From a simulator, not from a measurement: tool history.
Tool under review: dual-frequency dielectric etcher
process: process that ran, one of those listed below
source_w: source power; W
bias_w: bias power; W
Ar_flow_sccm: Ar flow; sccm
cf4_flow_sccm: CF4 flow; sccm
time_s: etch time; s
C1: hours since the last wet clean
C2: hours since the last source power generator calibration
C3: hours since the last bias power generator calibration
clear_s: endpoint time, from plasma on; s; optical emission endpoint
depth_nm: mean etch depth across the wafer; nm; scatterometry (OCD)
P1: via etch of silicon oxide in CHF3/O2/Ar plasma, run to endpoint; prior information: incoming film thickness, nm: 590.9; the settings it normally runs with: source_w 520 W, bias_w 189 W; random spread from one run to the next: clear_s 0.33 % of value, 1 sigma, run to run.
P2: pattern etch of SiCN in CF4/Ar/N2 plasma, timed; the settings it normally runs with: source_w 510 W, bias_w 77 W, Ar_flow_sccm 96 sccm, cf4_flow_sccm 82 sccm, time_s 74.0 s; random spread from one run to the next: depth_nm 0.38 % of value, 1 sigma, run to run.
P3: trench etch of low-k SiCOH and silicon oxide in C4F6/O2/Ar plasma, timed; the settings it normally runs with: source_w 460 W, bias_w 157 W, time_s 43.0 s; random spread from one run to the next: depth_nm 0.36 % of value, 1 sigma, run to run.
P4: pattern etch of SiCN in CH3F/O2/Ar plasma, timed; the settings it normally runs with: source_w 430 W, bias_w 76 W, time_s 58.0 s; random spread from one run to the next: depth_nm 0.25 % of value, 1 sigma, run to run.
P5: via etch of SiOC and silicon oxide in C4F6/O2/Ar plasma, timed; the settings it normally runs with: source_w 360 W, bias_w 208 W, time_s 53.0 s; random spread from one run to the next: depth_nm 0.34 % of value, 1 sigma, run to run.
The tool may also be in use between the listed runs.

{"run": 1, "hour": 9.7, "process": "P1", "source_w": 520, "bias_w": 189, "C1": 233.5, "C2": 2574.7, "C3": 1976.0, "clear_s": 314.79}
{"run": 2, "hour": 18.2, "process": "P1", "source_w": 680, "bias_w": 189, "C1": 242.0, "C2": 2583.2, "C3": 1984.5, "clear_s": 283.95}
{"run": 3, "hour": 26.5, "process": "P2", "source_w": 510, "bias_w": 77, "Ar_flow_sccm": 96, "cf4_flow_sccm": 82, "time_s": 109.5, "C1": 250.3, "C2": 2591.5, "C3": 1992.8, "depth_nm": 112.57}
{"run": 4, "hour": 33.6, "process": "P4", "source_w": 430, "bias_w": 48, "time_s": 58.0, "C1": 257.4, "C2": 2598.6, "C3": 1999.9, "depth_nm": 18.815}
{"run": 5, "hour": 48.0, "process": "P3", "source_w": 460, "bias_w": 157, "time_s": 43.0, "C1": 271.8, "C2": 2613.0, "C3": 2014.3, "depth_nm": 139.03}
{"run": 6, "hour": 61.5, "process": "P1", "source_w": 720, "bias_w": 153, "C1": 285.3, "C2": 2626.5, "C3": 2027.8, "clear_s": 295.14}
{"run": 7, "hour": 69.2, "process": "P3", "source_w": 460, "bias_w": 96, "time_s": 43.0, "C1": 293.0, "C2": 2634.2, "C3": 2035.5, "depth_nm": 121.28}
{"run": 8, "hour": 80.4, "process": "P2", "source_w": 380, "bias_w": 77, "Ar_flow_sccm": 96, "cf4_flow_sccm": 82, "time_s": 74.0, "C1": 304.2, "C2": 2645.4, "C3": 2046.7, "depth_nm": 58.594}
{"run": 9, "hour": 86.9, "process": "P1", "source_w": 520, "bias_w": 189, "C1": 310.7, "C2": 2651.9, "C3": 2053.2, "clear_s": 315.47}
{"run": 10, "hour": 94.6, "process": "P3", "source_w": 460, "bias_w": 157, "time_s": 43.0, "C1": 318.4, "C2": 2659.6, "C3": 2060.9, "depth_nm": 139.29}
{"run": 11, "hour": 102.5, "process": "P2", "source_w": 510, "bias_w": 77, "Ar_flow_sccm": 56, "cf4_flow_sccm": 82, "time_s": 74.0, "C1": 326.3, "C2": 2667.5, "C3": 2068.8, "depth_nm": 80.976}
{"run": 12, "hour": 111.3, "process": "P3", "source_w": 460, "bias_w": 157, "time_s": 56.0, "C1": 335.1, "C2": 2676.3, "C3": 2077.6, "depth_nm": 180.62}
{"run": 13, "hour": 124.6, "process": "P4", "source_w": 250, "bias_w": 76, "time_s": 58.0, "C1": 348.4, "C2": 2689.6, "C3": 2090.9, "depth_nm": 18.042}
{"run": 14, "hour": 136.8, "process": "P4", "source_w": 430, "bias_w": 76, "time_s": 32.0, "C1": 360.6, "C2": 2701.8, "C3": 2103.1, "depth_nm": 12.194}
{"run": 15, "hour": 144.7, "process": "P1", "source_w": 670, "bias_w": 151, "C1": 368.5, "C2": 2709.7, "C3": 2111.0, "clear_s": 307.79}
{"run": 16, "hour": 156.7, "process": "P1", "source_w": 520, "bias_w": 189, "C1": 380.5, "C2": 2721.7, "C3": 2123.0, "clear_s": 312.74}
{"run": 17, "hour": 169.3, "process": "P1", "source_w": 520, "bias_w": 189, "C1": 393.1, "C2": 2734.3, "C3": 2135.6, "clear_s": 314.46}
{"run": 18, "hour": 179.0, "process": "P1", "source_w": 520, "bias_w": 126, "C1": 402.8, "C2": 2744.0, "C3": 2145.3, "clear_s": 360.74}
{"run": 19, "hour": 186.7, "process": "P4", "source_w": 430, "bias_w": 76, "time_s": 58.0, "C1": 410.5, "C2": 2751.7, "C3": 2153.0, "depth_nm": 22.099}
{"run": 20, "hour": 200.6, "process": "P1", "source_w": 520, "bias_w": 242, "C1": 424.4, "C2": 2765.6, "C3": 2166.9, "clear_s": 287.36}
{"run": 21, "hour": 215.1, "process": "P1", "source_w": 520, "bias_w": 189, "C1": 438.9, "C2": 2780.1, "C3": 2181.4, "clear_s": 314.59}
{"run": 22, "hour": 228.2, "process": "P5", "source_w": 360, "bias_w": 140, "time_s": 53.0, "C1": 452.0, "C2": 2793.2, "C3": 2194.5, "depth_nm": 53.376}
{"run": 23, "hour": 239.2, "process": "P1", "source_w": 340, "bias_w": 189, "C1": 463.0, "C2": 2804.2, "C3": 2205.5, "clear_s": 370.41}
{"run": 24, "hour": 248.1, "process": "P2", "source_w": 510, "bias_w": 77, "Ar_flow_sccm": 96, "cf4_flow_sccm": 54, "time_s": 74.0, "C1": 471.9, "C2": 2813.1, "C3": 2214.4, "depth_nm": 70.923}
{"run": 25, "hour": 258.5, "process": "P2", "source_w": 510, "bias_w": 62, "Ar_flow_sccm": 96, "cf4_flow_sccm": 82, "time_s": 74.0, "C1": 482.3, "C2": 2823.5, "C3": 2224.8, "depth_nm": 70.391}
{"run": 26, "hour": 270.9, "process": "P4", "source_w": 430, "bias_w": 76, "time_s": 58.0, "C1": 494.7, "C2": 2835.9, "C3": 2237.2, "depth_nm": 22.136}
{"run": 27, "hour": 279.5, "process": "P3", "source_w": 590, "bias_w": 157, "time_s": 43.0, "C1": 503.3, "C2": 2844.5, "C3": 2245.8, "depth_nm": 153.66}
{"run": 28, "hour": 289.3, "process": "P1", "source_w": 520, "bias_w": 189, "C1": 513.1, "C2": 2854.3, "C3": 2255.6, "clear_s": 314.48}
{"run": 29, "hour": 300.5, "process": "P5", "source_w": 260, "bias_w": 208, "time_s": 53.0, "C1": 524.3, "C2": 2865.5, "C3": 2266.8, "depth_nm": 53.435}
{"run": 30, "hour": 309.8, "process": "P1", "source_w": 340, "bias_w": 121, "C1": 533.6, "C2": 2874.8, "C3": 2276.1, "clear_s": 428.24}
{"run": 31, "hour": 319.8, "process": "P5", "source_w": 360, "bias_w": 208, "time_s": 53.0, "C1": 543.6, "C2": 2884.8, "C3": 2286.1, "depth_nm": 60.533}
{"run": 32, "hour": 326.7, "process": "P5", "source_w": 360, "bias_w": 208, "time_s": 29.0, "C1": 550.5, "C2": 2891.7, "C3": 2293.0, "depth_nm": 33.063}
{"run": 33, "hour": 334.2, "process": "P2", "source_w": 510, "bias_w": 77, "Ar_flow_sccm": 96, "cf4_flow_sccm": 82, "time_s": 74.0, "C1": 558.0, "C2": 2899.2, "C3": 2300.5, "depth_nm": 75.495}
{"run": 34, "hour": 348.4, "process": "P5", "source_w": 360, "bias_w": 208, "time_s": 53.0, "C1": 572.2, "C2": 2913.4, "C3": 2314.7, "depth_nm": 60.29}
{"run": 35, "hour": 355.2, "process": "P1", "source_w": 520, "bias_w": 189, "C1": 579.0, "C2": 2920.2, "C3": 2321.5, "clear_s": 312.14}
{"run": 36, "hour": 362.0, "process": "P1", "source_w": 520, "bias_w": 189, "C1": 585.8, "C2": 2927.0, "C3": 2328.3, "clear_s": 313.58}
{"run": 37, "hour": 376.2, "process": "P1", "source_w": 520, "bias_w": 189, "C1": 600.0, "C2": 2941.2, "C3": 2342.5, "clear_s": 310.01}
{"run": 38, "hour": 390.2, "process": "P1", "source_w": 520, "bias_w": 189, "C1": 614.0, "C2": 2955.2, "C3": 2356.5, "clear_s": 309.19}
{"run": 39, "hour": 402.7, "process": "P1", "source_w": 520, "bias_w": 189, "C1": 626.5, "C2": 2967.7, "C3": 2369.0, "clear_s": 307.47}
{"run": 40, "hour": 410.8, "process": "P1", "source_w": 520, "bias_w": 189, "C1": 634.6, "C2": 2975.8, "C3": 2377.1, "clear_s": 309.59}
{"hour": 412.6, "done": "wet clean of the chamber"}
{"run": 41, "hour": 424.2, "process": "P1", "source_w": 520, "bias_w": 189, "C1": 11.6, "C2": 2989.2, "C3": 2390.5, "clear_s": 307.98}
{"run": 42, "hour": 433.8, "process": "P1", "source_w": 520, "bias_w": 189, "C1": 21.2, "C2": 2998.8, "C3": 2400.1, "clear_s": 309.93}
{"run": 43, "hour": 441.4, "process": "P1", "source_w": 520, "bias_w": 189, "C1": 28.8, "C2": 3006.4, "C3": 2407.7, "clear_s": 309.05}
{"run": 44, "hour": 448.5, "process": "P1", "source_w": 520, "bias_w": 189, "C1": 35.9, "C2": 3013.5, "C3": 2414.8, "clear_s": 308.37}

P1 no longer gives what it gave before; its output has crept away from where it was. The following 2 causes, each at its listed size, fit the log equally well:
A: source power that arrives over what is set, % = 4.46
B: bias power that arrives over what is set, % = 4.94
The creep began at about hour 355.2.
All other causes, with the reason each is excluded:
chamber walls in a state that raises the etch rate, %: was serviced at hour 412.6, once the creep was under way, yet the earlier output never came back

The list below offers 4 check runs, each averaging the results of 2 wafers, and shows each result as a question mark. For which of them would the listed causes give clearly different results?
{"run": "check 1", "hour": 455.6, "process": "P3", "source_w": 460, "bias_w": 102, "time_s": 43.0, "depth_nm": "?"}
{"run": "check 2", "hour": 455.6, "process": "P4", "source_w": 270, "bias_w": 76, "time_s": 32.0, "depth_nm": "?"}
{"run": "check 3", "hour": 455.6, "process": "P2", "source_w": 510, "bias_w": 77, "Ar_flow_sccm": 96, "cf4_flow_sccm": 82, "time_s": 108.0, "depth_nm": "?"}
{"run": "check 4", "hour": 455.6, "process": "P5", "source_w": 360, "bias_w": 179, "time_s": 29.0, "depth_nm": "?"}

Expected result of each check under each candidate cause:
check=check_1 result=depth_nm if_A=125.380 if_B=124.810
check=check_2 result=depth_nm if_A=10.389 if_B=10.405
check=check_3 result=depth_nm if_A=115.310 if_B=112.800
check=check_4 result=depth_nm if_A=32.055 if_B=32.017
Minimum pairwise separation of causes per check, each pair taken at its best-separating result: check 1 0.45 %; check 2 0.16 %; check 3 2.21 %; check 4 0.12 %
Check 3 is the one run that separates the causes; every other check would come out nearly the same whichever cause is at work.

The results of check 3 are: depth_nm 112.730 nm. Based on these, which of the listed causes is it?

It was cause B: bias power that arrives over what is set, %.
